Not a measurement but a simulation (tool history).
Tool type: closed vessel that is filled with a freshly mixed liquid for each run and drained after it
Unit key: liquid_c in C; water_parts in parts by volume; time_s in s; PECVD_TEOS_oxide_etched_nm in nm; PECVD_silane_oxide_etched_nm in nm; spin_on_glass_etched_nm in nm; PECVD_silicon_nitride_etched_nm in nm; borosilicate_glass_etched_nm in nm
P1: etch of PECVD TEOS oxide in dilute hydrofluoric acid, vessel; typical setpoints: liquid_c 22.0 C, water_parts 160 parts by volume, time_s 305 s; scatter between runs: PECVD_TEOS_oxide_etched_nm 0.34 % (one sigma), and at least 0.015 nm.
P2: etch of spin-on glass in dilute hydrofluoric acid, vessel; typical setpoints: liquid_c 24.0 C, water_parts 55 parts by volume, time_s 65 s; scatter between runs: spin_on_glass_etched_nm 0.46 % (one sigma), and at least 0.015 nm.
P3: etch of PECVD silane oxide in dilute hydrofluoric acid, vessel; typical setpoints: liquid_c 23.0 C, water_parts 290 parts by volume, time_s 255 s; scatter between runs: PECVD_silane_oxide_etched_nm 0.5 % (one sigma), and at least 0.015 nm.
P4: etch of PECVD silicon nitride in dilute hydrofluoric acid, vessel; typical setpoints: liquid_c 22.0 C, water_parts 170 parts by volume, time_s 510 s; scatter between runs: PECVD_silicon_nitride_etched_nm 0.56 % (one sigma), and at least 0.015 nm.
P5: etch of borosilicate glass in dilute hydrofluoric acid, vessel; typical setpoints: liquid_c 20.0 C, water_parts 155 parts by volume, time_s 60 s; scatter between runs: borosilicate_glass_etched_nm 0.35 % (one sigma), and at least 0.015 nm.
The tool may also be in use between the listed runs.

run   hour  process  liquid_c  water_parts  time_s  hours since the thermometer was replaced  hours since the hydrofluoric acid flow meter was replaced  PECVD_TEOS_oxide_etched_nm  PECVD_silane_oxide_etched_nm  spin_on_glass_etched_nm  PECVD_silicon_nitride_etched_nm  borosilicate_glass_etched_nm
  1    5.8       P1      22.0          160     305                                     637.0                                                      537.9                     13.8670
  2   12.4       P1      17.0          160     170                                     643.6                                                      544.5                      6.3753
  3   17.7       P3      23.0          290     500                                     648.9                                                      549.8                                                   21.2060
  4   22.2       P1      17.0          160     520                                     653.4                                                      554.3                     19.3030
  5   27.6       P1      22.0          100     305                                     658.8                                                      559.7                     23.6790
  6   33.6       P2      29.5           55      65                                     664.8                                                      565.7                                                                             48.514
  7   40.3       P4      22.0          170     510                                     671.5                                                      572.4                                                                                                              8.2619
  8   46.8       P1      22.0          285     305                                     678.0                                                      578.9                      6.8371
  9   50.7       P1      22.0          160     455                                     681.9                                                      582.8                     20.6310
 10   54.2       P1      22.0          160     305                                     685.4                                                      586.3                     13.8660
 11   57.8       P4      22.0          310     510                                     689.0                                                      589.9                                                                                                              4.5424
 12   63.6       P2      24.0           55      65                                     694.8                                                      595.7                                                                             38.829
 13   67.1       P4      22.0          170     510                                     698.3                                                      599.2                                                                                                              8.2008
 14   70.2       P4      29.5          170     510                                     701.4                                                      602.3                                                                                                             13.2120
 15   77.0       P3      17.0          290     255                                     708.2                                                      609.1                                                    8.7059
 16   80.9       P5      20.0          245      60                                     712.1                                                      613.0                                                                                                                                            6.5492
 17   85.7       P2      24.0           55      65                                     716.9                                                      617.8                                                                             38.824
 18   92.5       P3      23.0           50     255                                     723.7                                                      624.6                                                   82.4770
 19   98.6       P4      22.0          170     835                                     729.8                                                      630.7                                                                                                             13.3690
 20  102.9       P1      17.0          160     305                                     734.1                                                      635.0                     11.3690
 21  106.6       P2      24.0           55     125                                     737.8                                                      638.7                                                                             74.564
 22  110.3       P3      23.0          290     255                                     741.5                                                      642.4                                                   10.8570
 23  113.8       P5      20.0          155      60                                     745.0                                                      645.9                                                                                                                                           11.3280
 24  119.4       P2      24.0           85      65                                     750.6                                                      651.5                                                                             24.008
 25  125.8       P5      20.0          155      30                                     757.0                                                      657.9                                                                                                                                            5.6465
 26  131.2       P5      20.0          155      60                                     762.4                                                      663.3                                                                                                                                           11.2780
 27  137.2       P1      22.0          160     120                                     768.4                                                      669.3                      5.5098
 28  142.5       P5      17.0          155      60                                     773.7                                                      674.6                                                                                                                                            9.9581
 29  147.6       P1      22.0          225     485                                     778.8                                                      679.7                     14.6320
 30  151.8       P1      30.5          160     305                                     783.0                                                      683.9                     18.9310
 31  158.2       P1      22.0          160     305                                     789.4                                                      690.3                     13.8470
 32  164.2       P1      22.0          160     305                                     795.4                                                      696.3                     13.8010
 33  170.6       P1      22.0          160     305                                     801.8                                                      702.7                     13.9170
 34  175.6       P1      22.0          160     305                                     806.8                                                      707.7                     13.8490
 35  181.5       P1      22.0          160     305                                     812.7                                                      713.6                     13.7970
 36  186.5       P1      22.0          160     305                                     817.7                                                      718.6                     14.0740
 37  193.3       P1      22.0          160     305                                     824.5                                                      725.4                     14.3400
 38  197.9       P1      22.0          160     305                                     829.1                                                      730.0                     14.5420
 39  201.3       P1      22.0          160     305                                     832.5                                                      733.4                     14.5140
 40  206.6       P1      22.0          160     305                                     837.8                                                      738.7                     14.5490
 41  210.7       P1      22.0          160     305                                     841.9                                                      742.8                     14.5980
 42  216.0       P1      22.0          160     305                                     847.2                                                      748.1                     14.6270
 43  219.4       P1      22.0          160     305                                     850.6                                                      751.5                     14.6310
 44  223.7       P1      22.0          160     305                                     854.9                                                      755.8                     14.6760
 45  228.6       P1      22.0          160     305                                     859.8                                                      760.7                     14.5490

Compared with where it was, what P1 gives has crept away. Each cause listed below fits the log as well as the rest, at the size given for it:
A: liquid hotter than its thermometer reads (K) = 1.38
B: hydrofluoric acid flow above the setpoint (%) = 4.63
The onset of the drift is placed at about hour 181.5.

Consider the 4 single-wafer check runs listed below, results given as question marks: which one distinguishes between the causes by giving clearly different results for each?
check 1  233.5       P3      23.0          150     355                                                                                                                                                              ?
check 2  233.5       P4      27.0          170     510                                                                                                                                                                                                                        ?
check 3  233.5       P5      17.0          155      30                                                                                                                                                                                                                                                      ?
check 4  233.5       P2      28.5           75      65                                                                                                                                                                                       ?

What each check would give under each cause:
  check                           result     if A     if B
check 1     PECVD_silane_oxide_etched_nm  35.5790  35.5720
check 2  PECVD_silicon_nitride_etched_nm  12.3080  11.8250
check 3     borosilicate_glass_etched_nm   5.2807   5.2589
check 4          spin_on_glass_etched_nm   34.998   34.884
How far apart the two closest causes lie, in the result that separates them most: check 1 0.02 %; check 2 4.01 %; check 3 0.41 %; check 4 0.33 %
Only in check 2 would the causes give clearly different results; in the remaining checks their results would be nearly the same.

With check 2 done, the readings were: PECVD_silicon_nitride_etched_nm 12.2820 nm. Identify which of the listed causes applies.

The cause is A: liquid hotter than its thermometer reads (K).
